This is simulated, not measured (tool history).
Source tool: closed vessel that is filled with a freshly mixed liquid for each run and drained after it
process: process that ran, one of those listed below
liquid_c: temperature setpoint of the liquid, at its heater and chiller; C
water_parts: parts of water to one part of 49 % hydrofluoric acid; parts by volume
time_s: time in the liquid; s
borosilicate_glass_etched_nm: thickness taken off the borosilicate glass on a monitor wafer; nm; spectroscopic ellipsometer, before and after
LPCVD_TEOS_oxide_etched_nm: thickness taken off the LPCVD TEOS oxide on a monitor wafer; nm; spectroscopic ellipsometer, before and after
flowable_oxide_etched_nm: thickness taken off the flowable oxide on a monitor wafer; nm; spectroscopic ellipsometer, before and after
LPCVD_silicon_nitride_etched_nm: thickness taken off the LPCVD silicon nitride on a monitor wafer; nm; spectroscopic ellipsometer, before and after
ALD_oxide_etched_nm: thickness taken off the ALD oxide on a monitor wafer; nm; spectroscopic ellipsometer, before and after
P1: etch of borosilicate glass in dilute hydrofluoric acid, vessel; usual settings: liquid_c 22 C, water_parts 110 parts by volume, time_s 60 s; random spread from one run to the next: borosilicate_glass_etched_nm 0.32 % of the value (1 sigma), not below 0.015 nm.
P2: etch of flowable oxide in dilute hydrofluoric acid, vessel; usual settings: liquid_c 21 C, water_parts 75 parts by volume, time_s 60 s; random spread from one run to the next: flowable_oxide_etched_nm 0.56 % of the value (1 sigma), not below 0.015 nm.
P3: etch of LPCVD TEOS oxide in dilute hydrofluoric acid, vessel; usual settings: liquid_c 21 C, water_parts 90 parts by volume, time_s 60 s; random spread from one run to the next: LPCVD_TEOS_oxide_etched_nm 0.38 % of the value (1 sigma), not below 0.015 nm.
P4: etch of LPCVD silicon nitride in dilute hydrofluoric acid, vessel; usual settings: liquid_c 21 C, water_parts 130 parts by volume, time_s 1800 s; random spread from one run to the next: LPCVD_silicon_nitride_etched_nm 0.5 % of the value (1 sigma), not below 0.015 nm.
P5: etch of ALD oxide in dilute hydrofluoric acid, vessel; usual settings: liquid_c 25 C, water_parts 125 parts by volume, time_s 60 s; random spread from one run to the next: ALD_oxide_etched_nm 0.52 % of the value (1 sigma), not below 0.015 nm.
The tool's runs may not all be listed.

run    day  process  liquid_c  water_parts  time_s  borosilicate_glass_etched_nm  LPCVD_TEOS_oxide_etched_nm  flowable_oxide_etched_nm  LPCVD_silicon_nitride_etched_nm  ALD_oxide_etched_nm
  1  0.296       P1        22          110      60                        17.559
  2  0.471       P1        22          110     105                        30.768
  3  0.783       P3        21           90      60                                                    21.825
  4  1.083       P1      29.5          110      60                        23.461
  5  1.371       P2        21           75      60                                                                              16.104
  6  1.662       P3        17           90      60                                                    18.495
  7  1.942       P4        21          130    1800                                                                                                               5.5159
  8  2.175       P5        25          195      60                                                                                                                                     5.546
  9  2.392       P1        22           50      60                        41.859
 10  2.633       P1        22          110      60                        17.664
 11  2.992       P2        17           75      60                                                                               13.65
 12  3.267       P1        22          110      60                        17.584
 13  3.575       P2        21          110      60                                                                              10.594
 14  3.883       P5        17          125      60                                                                                                                                    6.7514
 15  4.079       P3        21           90      30                                                    10.843
 16  4.467       P1        17          110      90                         21.48
 17  4.842       P4        21          130      35                                                                                                              0.10099
 18  5.025       P4        21           50    1800                                                                                                               13.929
 19  5.346       P2        21           75      30                                                                              8.0631
 20  5.683       P1        22          185      60                        9.6532
 21  5.946       P1        22          110      60                        17.633
 22  6.283       P5        25          125      60                                                                                                                                    9.3218
 23  6.675       P1        22          110      30                         8.761

For run 24, what comes out?
 24  6.917       P1        22          110      60                             ?

Run 24 came out at borosilicate_glass_etched_nm 17.571 nm.
